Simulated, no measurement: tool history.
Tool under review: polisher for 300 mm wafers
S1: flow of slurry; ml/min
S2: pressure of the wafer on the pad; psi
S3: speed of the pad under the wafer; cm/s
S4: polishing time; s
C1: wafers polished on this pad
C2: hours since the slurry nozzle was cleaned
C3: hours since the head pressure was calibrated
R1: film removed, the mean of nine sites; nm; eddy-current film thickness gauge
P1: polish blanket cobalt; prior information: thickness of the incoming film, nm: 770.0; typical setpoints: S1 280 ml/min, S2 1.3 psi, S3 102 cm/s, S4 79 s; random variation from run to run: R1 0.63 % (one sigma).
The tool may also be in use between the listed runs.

run 1 day=0.646 | S1=280 S2=1.3 S3=102 S4=79 | C1=866 C2=123.8 C3=844.8 | R1=304.65
run 2 day=1.025 | S1=280 S2=1.8 S3=54 S4=79 | C1=981 C2=132.9 C3=853.9 | R1=221.72
run 3 day=1.562 | S1=280 S2=1.3 S3=102 S4=41 | C1=1144 C2=145.8 C3=866.8 | R1=157.08
run 4 day=2.146 | S1=280 S2=1.9 S3=102 S4=79 | C1=1320 C2=159.8 C3=880.8 | R1=441.54
run 5 day=2.517 | S1=280 S2=1.3 S3=156 S4=79 | C1=1432 C2=168.7 C3=889.7 | R1=464.35
run 6 day=2.996 | S1=365 S2=1.3 S3=102 S4=79 | C1=1577 C2=180.2 C3=901.2 | R1=310.54
run 7 day=3.712 | S1=280 S2=1.3 S3=58 S4=79 | C1=1794 C2=197.4 C3=918.4 | R1=171.27
run 8 day=4.288 | S1=280 S2=1.3 S3=102 S4=79 | C1=1968 C2=211.2 C3=932.2 | R1=303.7
run 9 day=4.658 | S1=170 S2=1.3 S3=102 S4=79 | C1=2080 C2=220.1 C3=941.1 | R1=284.85
run 10 day=5.058 | S1=280 S2=1.3 S3=102 S4=79 | C1=2201 C2=229.7 C3=950.7 | R1=304.86
run 11 day=5.692 | S1=280 S2=1.3 S3=102 S4=79 | C1=2393 C2=244.9 C3=965.9 | R1=301.33
run 12 day=6.25 | S1=280 S2=1.3 S3=102 S4=123 | C1=2562 C2=258.3 C3=979.3 | R1=472.65
-- day=6.492 slurry nozzle cleaned
run 13 day=7.012 | S1=280 S2=1.9 S3=142 S4=79 | C1=2793 C2=12.5 C3=997.6 | R1=619.4
run 14 day=7.492 | S1=280 S2=0.8 S3=102 S4=79 | C1=2938 C2=24 C3=1009.1 | R1=186.14
run 15 day=8.3 | S1=280 S2=1.3 S3=102 S4=79 | C1=3182 C2=43.4 C3=1028.5 | R1=302.67
run 16 day=8.908 | S1=280 S2=1.3 S3=102 S4=79 | C1=3366 C2=58 C3=1043.1 | R1=299.93
run 17 day=9.367 | S1=280 S2=1.3 S3=102 S4=79 | C1=3505 C2=69 C3=1054.1 | R1=295.19
run 18 day=9.875 | S1=280 S2=1.3 S3=102 S4=79 | C1=3659 C2=81.2 C3=1066.3 | R1=295.56
run 19 day=10.238 | S1=280 S2=1.3 S3=102 S4=79 | C1=3768 C2=89.9 C3=1075 | R1=291.7
run 20 day=10.854 | S1=280 S2=1.3 S3=102 S4=79 | C1=3955 C2=104.7 C3=1089.8 | R1=290.01
run 21 day=11.592 | S1=280 S2=1.3 S3=102 S4=79 | C1=4178 C2=122.4 C3=1107.5 | R1=289.96
run 22 day=12.033 | S1=280 S2=1.3 S3=102 S4=79 | C1=4312 C2=133 C3=1118.1 | R1=287.57
-- day=12.429 worn pad replaced by a new one
run 23 day=12.638 | S1=280 S2=1.3 S3=102 S4=79 | C1=63 C2=147.5 C3=1132.6 | R1=286.13
run 24 day=13.438 | S1=280 S2=1.3 S3=102 S4=79 | C1=305 C2=166.7 C3=1151.8 | R1=288.68
run 25 day=14.121 | S1=280 S2=1.3 S3=102 S4=79 | C1=512 C2=183.1 C3=1168.2 | R1=285.63
run 26 day=14.762 | S1=280 S2=1.3 S3=102 S4=79 | C1=706 C2=198.5 C3=1183.6 | R1=286.98

What P1 gives has crept away from where it was. These 2 causes fit the log equally well, each at the size given:
A: head's pressure below its setpoint, % = 5.17
B: slurry flow missing at the pad, % = 35.9
The process output started creeping at around day 8.3.
Each remaining cause and why it is not a fit:
removal rate lost through wear of the pad, %: was serviced at day 12.429, once the creep was under way, yet the earlier output never came back

Consider the 4 check runs below, whose results appear as question marks and each of which averages 2 wafers. Which one distinguishes the causes, in that each cause would give it a clearly different result?
run check 1 day=15.404 | S1=280 S2=1.7 S3=102 S4=43 | R1=?
run check 2 day=15.404 | S1=280 S2=1.3 S3=124 S4=119 | R1=?
run check 3 day=15.404 | S1=280 S2=1.3 S3=78 S4=79 | R1=?
run check 4 day=15.404 | S1=170 S2=1.3 S3=102 S4=51 | R1=?

How each check would come out, cause by cause:
check=check_1 result=R1 if_A=204.15 if_B=204.16
check=check_2 result=R1 if_A=525.22 if_B=525.26
check=check_3 result=R1 if_A=219.33 if_B=219.34
check=check_4 result=R1 if_A=174.18 if_B=168.81
Smallest distance between any two causes, each pair judged by its most separating result, in per cent: check 1 0.01 %; check 2 0.01 %; check 3 0.01 %; check 4 3.13 %
The other checks would show nearly matching results whichever cause is true, so check 4 is the only one that separates the causes.

The results of check 4 are: R1 167.92 nm. Based on these, which of the listed causes is it?

It is B: slurry flow missing at the pad, %.
